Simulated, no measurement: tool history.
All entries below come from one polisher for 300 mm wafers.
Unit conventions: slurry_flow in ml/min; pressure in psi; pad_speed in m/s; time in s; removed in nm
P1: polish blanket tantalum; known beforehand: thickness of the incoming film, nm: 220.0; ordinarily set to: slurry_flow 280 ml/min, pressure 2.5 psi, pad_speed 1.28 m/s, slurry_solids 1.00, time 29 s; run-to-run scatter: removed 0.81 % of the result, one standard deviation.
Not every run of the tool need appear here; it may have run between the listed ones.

run	hour	slurry_flow	pressure	pad_speed	slurry_solids	time	removed
1	9.9	280	2.5	1.28	1.00	29	70.499
2	18.3	280	2.5	0.58	1.00	29	31.558
3	25.5	415	2.5	1.28	1.00	29	70.814
# hour 28.6: worn pad replaced by a new one
4	36.9	280	3.6	1.28	1.00	29	99.404
5	49.0	280	1.5	1.28	1.00	29	42.064
6	56.6	210	2.5	1.28	1.00	29	66.983
7	71.1	280	2.5	1.28	1.00	29	68.174
8	79.1	410	2.5	1.28	0.65	29	61.875
9	92.5	280	2.5	1.28	1.00	39	91.837
10	99.3	280	2.5	2.00	1.00	29	109.180
11	106.2	280	2.5	1.28	1.00	13	31.219
12	114.7	280	2.5	1.28	1.00	29	69.528
13	129.0	280	2.5	1.28	1.00	29	69.042
14	142.1	280	2.5	1.28	1.00	29	69.434
15	153.8	280	1.8	1.62	1.00	29	63.503
16	160.2	170	2.5	1.28	0.55	29	52.414
17	170.8	280	2.5	1.28	0.60	29	57.938
18	180.7	280	2.5	1.28	1.35	29	75.021
19	193.6	280	2.5	1.28	1.00	29	68.729
20	203.0	280	2.5	1.28	1.00	29	68.707
21	209.7	280	2.5	1.28	1.00	29	66.525
22	218.3	280	2.5	1.28	1.00	29	64.599
23	230.0	280	2.5	1.28	1.00	29	63.947
# hour 233.9: worn pad replaced by a new one
24	238.6	280	2.5	1.28	1.00	29	64.812
# hour 240.9: slurry nozzle cleaned
25	250.0	280	2.5	1.28	1.00	29	63.601
26	258.5	280	2.5	1.28	1.00	29	63.704
27	270.7	280	2.5	1.28	1.00	29	63.592
28	281.5	280	2.5	1.28	1.00	29	63.414

The log shows P1 creeping away from where it was. Any of the 2 causes listed here, at the size stated for it, fits the log just as well as the others:
A: head's pressure below its setpoint, % = 8.14
B: abrasive missing from the slurry, % = 23.7
Onset of the creep was near hour 193.6.
Each remaining cause and why it is not a fit:
removal rate lost through wear of the pad, %: its service at hour 233.9 followed the start of the drift and did not put the process back to its old value
slurry flow missing at the pad, %: its service at hour 240.9 followed the start of the drift and did not put the process back to its old value

The list below offers 4 check runs, each averaging the results of 5 wafers, and shows each result as a question mark. For which of them would the listed causes give clearly different results?
check 1	292.3	335	2.5	1.28	1.00	13	?
check 2	292.3	210	2.5	1.94	1.00	29	?
check 3	292.3	280	2.5	0.78	1.00	29	?
check 4	292.3	365	2.5	1.28	0.60	29	?

How each check would come out, cause by cause:
check	result	if A	if B
check 1	removed	29.016	29.013
check 2	removed	93.582	93.570
check 3	removed	38.830	38.825
check 4	removed	54.731	52.997
Gap, in per cent, between the two causes that each check separates least, read from the result that separates them most: check 1 0.01 %; check 2 0.01 %; check 3 0.01 %; check 4 3.22 %
Check 4 distinguishes between the causes, while the remaining checks would return nearly the same result for all of them.

With check 4 done, the readings were: removed 52.824 nm. Identify which of the listed causes applies.

Of the candidate causes, it is B: abrasive missing from the slurry, %.
